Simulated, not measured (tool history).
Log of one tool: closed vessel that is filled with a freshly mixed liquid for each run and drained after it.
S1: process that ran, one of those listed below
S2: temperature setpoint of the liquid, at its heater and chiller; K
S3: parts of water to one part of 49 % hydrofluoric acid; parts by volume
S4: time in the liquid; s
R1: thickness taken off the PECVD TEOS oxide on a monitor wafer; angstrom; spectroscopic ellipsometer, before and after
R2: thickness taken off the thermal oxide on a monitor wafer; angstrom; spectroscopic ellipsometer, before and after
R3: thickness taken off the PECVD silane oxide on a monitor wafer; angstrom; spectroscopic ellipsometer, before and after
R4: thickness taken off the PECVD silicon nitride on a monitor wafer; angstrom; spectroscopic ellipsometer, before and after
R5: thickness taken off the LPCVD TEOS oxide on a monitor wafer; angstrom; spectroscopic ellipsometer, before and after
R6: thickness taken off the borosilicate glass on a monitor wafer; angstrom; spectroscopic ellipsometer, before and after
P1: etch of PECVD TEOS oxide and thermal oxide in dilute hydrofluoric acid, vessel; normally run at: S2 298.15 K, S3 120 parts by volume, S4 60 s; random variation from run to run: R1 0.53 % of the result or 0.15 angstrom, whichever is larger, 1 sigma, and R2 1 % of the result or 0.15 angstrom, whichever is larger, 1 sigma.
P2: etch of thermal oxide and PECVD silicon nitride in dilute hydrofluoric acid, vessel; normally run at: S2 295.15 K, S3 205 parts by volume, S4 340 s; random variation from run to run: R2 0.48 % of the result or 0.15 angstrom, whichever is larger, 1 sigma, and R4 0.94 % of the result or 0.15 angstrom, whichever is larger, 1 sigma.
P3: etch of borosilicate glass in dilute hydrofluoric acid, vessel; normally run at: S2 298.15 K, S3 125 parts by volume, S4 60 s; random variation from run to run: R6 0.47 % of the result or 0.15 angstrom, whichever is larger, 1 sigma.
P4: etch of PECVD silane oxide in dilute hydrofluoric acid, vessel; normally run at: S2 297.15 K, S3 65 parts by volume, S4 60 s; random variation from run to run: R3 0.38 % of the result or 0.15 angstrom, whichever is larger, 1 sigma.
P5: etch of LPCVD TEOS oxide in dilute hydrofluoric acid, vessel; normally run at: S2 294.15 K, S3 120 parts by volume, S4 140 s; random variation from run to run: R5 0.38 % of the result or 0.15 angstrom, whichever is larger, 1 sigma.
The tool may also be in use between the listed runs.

run   hour  S1      S2   S3   S4       R1        R2      R3       R4       R5      R6
  1   13.3  P1  298.15  120   60  145.990   23.5550
  2   25.7  P4  297.15   65   60                     477.51
  3   34.9  P2  295.15  205  340            59.9210          25.0490
  4   46.0  P1  298.15  120   60  147.670   23.4850
  5   57.4  P5  294.15  120  140                                      265.310
  6   68.7  P1  294.15   35   60  473.470   75.7790
  7   76.1  P1  293.15  120   35   70.379   11.4300
  8   88.0  P1  298.15  120   60  146.820   23.6800
  9  101.4  P1  298.15  120   90  220.220   35.2910
 10  111.7  P1  298.15  120   60  147.000   23.6790
 11  123.4  P1  298.15  215   60   73.867   11.8670
 12  135.3  P1  294.15  120   30   63.070   10.0190
 13  149.0  P3  303.15  125   60                                               284.66
 14  156.9  P1  293.65  120   60  124.090   19.5330
 15  166.3  P3  298.15   70   60                                               449.01
 16  181.3  P1  298.15  120   60  146.810   23.9190
 17  195.9  P5  294.15  120  140                                      264.970
 18  204.1  P4  297.15   90   60                     334.89
 19  212.6  P5  294.15  120   35                                       65.933
 20  222.4  P1  298.15   25   60  800.090  126.6900
 21  234.2  P5  302.65  120  140                                      368.590
 22  245.2  P5  294.15   60  140                                      567.560
 23  256.2  P4  304.15   65   60                     631.76
 24  265.0  P1  298.15  120   60  146.060   23.0190
 25  279.2  P3  298.15  125  120                                               473.60
 26  287.9  P1  298.15  120   30   73.782   11.9390
 27  301.1  P2  295.15  205   40             6.8855           2.9177
 28  312.0  P2  295.15   75  340           188.4600          67.1310
 29  325.8  P1  302.65  120   60  173.160   27.5220
 30  341.2  P2  303.65  205  340            79.8490          42.6860
 31  357.3  P4  297.15   65   30                     240.95
 32  366.9  P3  298.15  125   60                                               236.34
 33  376.1  P2  295.15  205  340            59.6290          24.9500
 34  390.8  P1  298.15  120   60  147.000   23.6280
 35  402.3  P1  298.15  120   60  150.250   24.2730
 36  417.8  P1  298.15  120   60  155.120   24.5880
 37  429.0  P1  298.15  120   60  156.530   25.2990
 38  439.2  P1  298.15  120   60  158.530   25.4530
 39  446.6  P1  298.15  120   60  159.530   25.1990
 40  460.9  P1  298.15  120   60  159.570   25.0940
 41  473.9  P1  298.15  120   60  159.920   25.9780
 42  482.6  P1  298.15  120   60  160.710   25.4670
 43  492.0  P1  298.15  120   60  161.880   25.4080
 44  504.3  P1  298.15  120   60  161.060   26.0410
 45  514.6  P1  298.15  120   60  163.410   26.1040

What P1 gives has crept away from where it was. These 2 causes fit the log equally well, each at the size given:
A: hydrofluoric acid flow above the setpoint (%) = 8.46
B: liquid hotter than its thermometer reads (K) = 2.43
The creep began at about hour 390.8.

4 check runs are offered, each on 2 wafers whose results are averaged, their results left as question marks. Which one tells the causes apart?
check 1  524.9  P2  295.15  85   95       ?       ?
check 2  524.9  P4  302.15  65   30           ?
check 3  524.9  P5  301.65  70  140                   ?
check 4  524.9  P3  302.65  85   60                       ?

What each check would give under each cause:
  check  result     if A     if B
check 1      R2  50.1820  50.6260
check 1      R4  18.0400  19.5930
check 2      R3   318.96   320.62
check 3      R5  711.250  714.630
check 4      R6   476.93   477.40
How far apart the two closest causes lie, in the result that separates them most: check 1 8.26 %; check 2 0.52 %; check 3 0.47 %; check 4 0.1 %
Check 1 tells the causes apart: in the others they would give nearly the same result.

Check 1 was then run and gave: R2 50.7560 angstrom; R4 19.6060 angstrom. Which cause is it?

It is B: liquid hotter than its thermometer reads (K).
